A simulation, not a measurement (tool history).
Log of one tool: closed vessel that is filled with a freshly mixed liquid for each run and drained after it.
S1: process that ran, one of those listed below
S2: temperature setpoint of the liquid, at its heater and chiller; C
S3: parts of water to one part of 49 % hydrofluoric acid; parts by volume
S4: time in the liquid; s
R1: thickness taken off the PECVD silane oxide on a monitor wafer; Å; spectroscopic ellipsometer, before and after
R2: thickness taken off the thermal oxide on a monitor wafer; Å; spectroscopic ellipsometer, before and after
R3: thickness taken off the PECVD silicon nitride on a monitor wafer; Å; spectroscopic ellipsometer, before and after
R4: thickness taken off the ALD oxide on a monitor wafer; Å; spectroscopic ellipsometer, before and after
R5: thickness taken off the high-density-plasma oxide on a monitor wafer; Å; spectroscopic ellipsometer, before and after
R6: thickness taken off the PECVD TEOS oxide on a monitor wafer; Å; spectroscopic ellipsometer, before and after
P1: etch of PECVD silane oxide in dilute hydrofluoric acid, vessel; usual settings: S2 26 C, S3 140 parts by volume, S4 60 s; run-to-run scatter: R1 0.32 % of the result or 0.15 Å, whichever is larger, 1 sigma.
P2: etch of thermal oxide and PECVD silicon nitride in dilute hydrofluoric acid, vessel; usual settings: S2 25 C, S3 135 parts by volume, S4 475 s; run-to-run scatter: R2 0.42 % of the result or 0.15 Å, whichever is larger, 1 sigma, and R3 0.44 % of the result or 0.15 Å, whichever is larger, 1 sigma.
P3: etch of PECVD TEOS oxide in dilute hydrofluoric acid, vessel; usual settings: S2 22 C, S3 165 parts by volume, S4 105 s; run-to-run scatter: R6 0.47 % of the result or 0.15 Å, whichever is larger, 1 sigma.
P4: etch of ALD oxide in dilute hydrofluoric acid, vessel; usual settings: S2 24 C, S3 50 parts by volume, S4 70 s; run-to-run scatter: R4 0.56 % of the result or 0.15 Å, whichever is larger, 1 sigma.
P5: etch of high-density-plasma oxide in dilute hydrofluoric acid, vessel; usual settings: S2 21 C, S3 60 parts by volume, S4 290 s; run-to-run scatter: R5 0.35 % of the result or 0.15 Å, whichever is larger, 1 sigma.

run 1 hour=3.1 | S1=P1 S2=26 S3=140 S4=60 | R1=110.86
run 2 hour=6.7 | S1=P2 S2=25 S3=135 S4=475 | R2=160.93 R3=160.48
run 3 hour=12.1 | S1=P4 S2=24 S3=85 S4=70 | R4=157.51
run 4 hour=14.9 | S1=P4 S2=24 S3=50 S4=70 | R4=279.96
run 5 hour=20.2 | S1=P5 S2=21 S3=60 S4=290 | R5=224.39
run 6 hour=23 | S1=P1 S2=26 S3=245 S4=60 | R1=56.496
run 7 hour=26 | S1=P1 S2=26 S3=140 S4=60 | R1=111.01
run 8 hour=29 | S1=P1 S2=26 S3=140 S4=60 | R1=111.91
run 9 hour=31.9 | S1=P5 S2=21 S3=100 S4=290 | R5=128.3
run 10 hour=36.8 | S1=P4 S2=17 S3=50 S4=70 | R4=206.91
run 11 hour=41.9 | S1=P3 S2=22 S3=165 S4=30 | R6=19.276
run 12 hour=45.8 | S1=P2 S2=25 S3=25 S4=475 | R2=1001.3 R3=830.66
run 13 hour=50.3 | S1=P5 S2=21 S3=60 S4=290 | R5=224.52
run 14 hour=54.4 | S1=P3 S2=22 S3=45 S4=105 | R6=283.68
run 15 hour=57.3 | S1=P1 S2=21.5 S3=190 S4=60 | R1=64.957
run 16 hour=60.8 | S1=P2 S2=21 S3=135 S4=475 | R2=137.93 R3=122.28
run 17 hour=66 | S1=P1 S2=20.5 S3=140 S4=60 | R1=89.859
run 18 hour=70.3 | S1=P3 S2=22 S3=165 S4=105 | R6=66.686
run 19 hour=73.9 | S1=P2 S2=25 S3=135 S4=115 | R2=39.004 R3=38.749
run 20 hour=78.9 | S1=P5 S2=21 S3=60 S4=445 | R5=344.1
run 21 hour=82.2 | S1=P1 S2=30 S3=140 S4=30 | R1=64.566
run 22 hour=87.5 | S1=P1 S2=26 S3=140 S4=30 | R1=55.09
run 23 hour=92.9 | S1=P5 S2=28.5 S3=60 S4=290 | R5=304.55
run 24 hour=96.3 | S1=P1 S2=26 S3=140 S4=60 | R1=110.95
run 25 hour=101.4 | S1=P1 S2=26 S3=140 S4=115 | R1=213.73
run 26 hour=105.4 | S1=P1 S2=26 S3=140 S4=60 | R1=110.73
run 27 hour=110.1 | S1=P4 S2=24 S3=50 S4=115 | R4=458.96
run 28 hour=114.4 | S1=P1 S2=30.5 S3=140 S4=35 | R1=76.985
run 29 hour=118.8 | S1=P4 S2=24 S3=50 S4=70 | R4=279.93
run 30 hour=121.7 | S1=P3 S2=17.5 S3=165 S4=105 | R6=56.121
run 31 hour=127 | S1=P1 S2=26 S3=50 S4=60 | R1=349.14
run 32 hour=132.4 | S1=P1 S2=31.5 S3=140 S4=60 | R1=135.82
run 33 hour=137.9 | S1=P3 S2=22 S3=165 S4=105 | R6=66.686
run 34 hour=142.8 | S1=P1 S2=26 S3=140 S4=60 | R1=111.34
run 35 hour=147.4 | S1=P1 S2=26 S3=140 S4=60 | R1=111.41
run 36 hour=151.9 | S1=P1 S2=26 S3=140 S4=60 | R1=111.33
run 37 hour=157 | S1=P1 S2=26 S3=140 S4=60 | R1=114.78
run 38 hour=162.4 | S1=P1 S2=26 S3=140 S4=60 | R1=116.98
run 39 hour=166.6 | S1=P1 S2=26 S3=140 S4=60 | R1=118.11
run 40 hour=169.9 | S1=P1 S2=26 S3=140 S4=60 | R1=118.16
run 41 hour=172.5 | S1=P1 S2=26 S3=140 S4=60 | R1=118.39
run 42 hour=177.8 | S1=P1 S2=26 S3=140 S4=60 | R1=118.51
run 43 hour=182.6 | S1=P1 S2=26 S3=140 S4=60 | R1=118.92
run 44 hour=187 | S1=P1 S2=26 S3=140 S4=60 | R1=118.83
run 45 hour=190.4 | S1=P1 S2=26 S3=140 S4=60 | R1=119.19

What P1 gives has crept away from where it was. These 2 causes fit the log equally well, each at the size given:
A: liquid hotter than its thermometer reads (K) = 1.88
B: hydrofluoric acid flow above the setpoint (%) = 6.21
The creep began at about hour 151.9.

4 check runs are offered, one wafer each, their results left as question marks. Which one tells the causes apart?
run check 1 hour=193.8 | S1=P2 S2=25 S3=60 S4=475 | R2=? R3=?
run check 2 hour=193.8 | S1=P4 S2=24 S3=75 S4=95 | R4=?
run check 3 hour=193.8 | S1=P3 S2=22 S3=80 S4=30 | R6=?
run check 4 hour=193.8 | S1=P5 S2=27 S3=90 S4=290 | R5=?

What each check would give under each cause:
check=check_1 result=R2 if_A=429.93 if_B=425.41
check=check_1 result=R3 if_A=403 if_B=377.61
check=check_2 result=R4 if_A=262.9 if_B=260.46
check=check_3 result=R6 if_A=46.695 if_B=46.215
check=check_4 result=R5 if_A=197.28 if_B=196.26
How far apart the two closest causes lie, in the result that separates them most: check 1 6.51 %; check 2 0.93 %; check 3 1.03 %; check 4 0.51 %
Check 1 tells the causes apart: in the others they would give nearly the same result.

Check 1 was then run and gave: R2 426.24 Å; R3 377.87 Å. Which cause is it?

It is B: hydrofluoric acid flow above the setpoint (%).
